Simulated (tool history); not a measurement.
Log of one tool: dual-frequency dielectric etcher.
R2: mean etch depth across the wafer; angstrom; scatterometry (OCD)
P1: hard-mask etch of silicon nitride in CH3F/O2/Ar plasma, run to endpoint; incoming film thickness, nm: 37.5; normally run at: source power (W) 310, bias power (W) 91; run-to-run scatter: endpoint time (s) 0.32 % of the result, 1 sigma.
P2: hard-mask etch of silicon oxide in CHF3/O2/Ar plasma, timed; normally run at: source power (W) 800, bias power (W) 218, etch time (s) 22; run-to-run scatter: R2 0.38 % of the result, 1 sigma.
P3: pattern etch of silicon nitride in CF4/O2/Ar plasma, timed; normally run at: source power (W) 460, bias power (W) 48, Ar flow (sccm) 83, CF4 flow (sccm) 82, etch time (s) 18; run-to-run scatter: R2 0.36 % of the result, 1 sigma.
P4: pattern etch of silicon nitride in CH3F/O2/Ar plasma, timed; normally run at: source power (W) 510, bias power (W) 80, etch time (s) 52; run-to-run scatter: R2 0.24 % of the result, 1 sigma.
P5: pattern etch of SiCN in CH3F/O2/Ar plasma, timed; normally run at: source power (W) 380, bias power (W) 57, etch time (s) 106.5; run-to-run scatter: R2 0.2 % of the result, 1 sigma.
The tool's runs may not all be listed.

Run 1, hour 7.8: process that ran P1, source power (W) 310, bias power (W) 91. Result: endpoint time (s) 53.808.
Run 2, hour 12.8: process that ran P5, source power (W) 500, bias power (W) 57, etch time (s) 106.5. Result: R2 396.95 angstrom.
Run 3, hour 18.3: process that ran P1, source power (W) 310, bias power (W) 91. Result: endpoint time (s) 54.172.
Run 4, hour 24.3: process that ran P2, source power (W) 1050, bias power (W) 218, etch time (s) 22. Result: R2 581.87 angstrom.
Run 5, hour 29.1: process that ran P5, source power (W) 380, bias power (W) 57, etch time (s) 106.5. Result: R2 357.45 angstrom.
Run 6, hour 36.8: process that ran P3, source power (W) 460, bias power (W) 48, etch time (s) 18, Ar flow (sccm) 83, CF4 flow (sccm) 82. Result: R2 301 angstrom.
Run 7, hour 45.3: process that ran P1, source power (W) 310, bias power (W) 91. Result: endpoint time (s) 53.876.
Run 8, hour 55.1: process that ran P3, source power (W) 460, bias power (W) 68, etch time (s) 18, Ar flow (sccm) 83, CF4 flow (sccm) 82. Result: R2 345.62 angstrom.
Run 9, hour 63.5: process that ran P1, source power (W) 310, bias power (W) 91. Result: endpoint time (s) 53.867.
Run 10, hour 70.3: process that ran P4, source power (W) 510, bias power (W) 80, etch time (s) 52. Result: R2 423.8 angstrom.
Run 11, hour 75.5: process that ran P4, source power (W) 510, bias power (W) 111, etch time (s) 52. Result: R2 476.37 angstrom.
Run 12, hour 83.2: process that ran P4, source power (W) 510, bias power (W) 80, etch time (s) 52. Result: R2 423.19 angstrom.
Run 13, hour 90.5: process that ran P1, source power (W) 310, bias power (W) 56. Result: endpoint time (s) 64.087.
Run 14, hour 98.3: process that ran P2, source power (W) 800, bias power (W) 141, etch time (s) 22. Result: R2 448.7 angstrom.
Run 15, hour 105.9: process that ran P2, source power (W) 800, bias power (W) 218, etch time (s) 27.5. Result: R2 655.51 angstrom.
Run 16, hour 113.5: process that ran P1, source power (W) 250, bias power (W) 75. Result: endpoint time (s) 62.565.
Run 17, hour 118.3: process that ran P5, source power (W) 380, bias power (W) 57, etch time (s) 58.5. Result: R2 196.35 angstrom.
Run 18, hour 126.3: process that ran P3, source power (W) 560, bias power (W) 48, etch time (s) 18, Ar flow (sccm) 83, CF4 flow (sccm) 82. Result: R2 356.43 angstrom.
Run 19, hour 131.6: process that ran P1, source power (W) 310, bias power (W) 91. Result: endpoint time (s) 54.059.
Run 20, hour 139.5: process that ran P2, source power (W) 800, bias power (W) 218, etch time (s) 22. Result: R2 524.17 angstrom.
Run 21, hour 149: process that ran P3, source power (W) 460, bias power (W) 48, etch time (s) 18, Ar flow (sccm) 49, CF4 flow (sccm) 82. Result: R2 318.76 angstrom.
Run 22, hour 153.8: process that ran P1, source power (W) 310, bias power (W) 91. Result: endpoint time (s) 53.62.
Run 23, hour 162.5: process that ran P3, source power (W) 460, bias power (W) 48, etch time (s) 23, Ar flow (sccm) 83, CF4 flow (sccm) 82. Result: R2 386.14 angstrom.
Run 24, hour 171.4: process that ran P1, source power (W) 200, bias power (W) 91. Result: endpoint time (s) 63.651.
Run 25, hour 176.7: process that ran P1, source power (W) 430, bias power (W) 91. Result: endpoint time (s) 47.822.
Run 26, hour 181.7: process that ran P3, source power (W) 460, bias power (W) 48, etch time (s) 18, Ar flow (sccm) 83, CF4 flow (sccm) 57. Result: R2 287.65 angstrom.
Run 27, hour 190: process that ran P1, source power (W) 310, bias power (W) 128. Result: endpoint time (s) 47.367.
Run 28, hour 196.7: process that ran P4, source power (W) 290, bias power (W) 80, etch time (s) 52. Result: R2 340.69 angstrom.

Forecast run 29:
Run 29, hour 202.4: process that ran P5, source power (W) 380, bias power (W) 77, etch time (s) 106.5. Result: R2 ?.

Run 29 gave R2 396.86 angstrom.
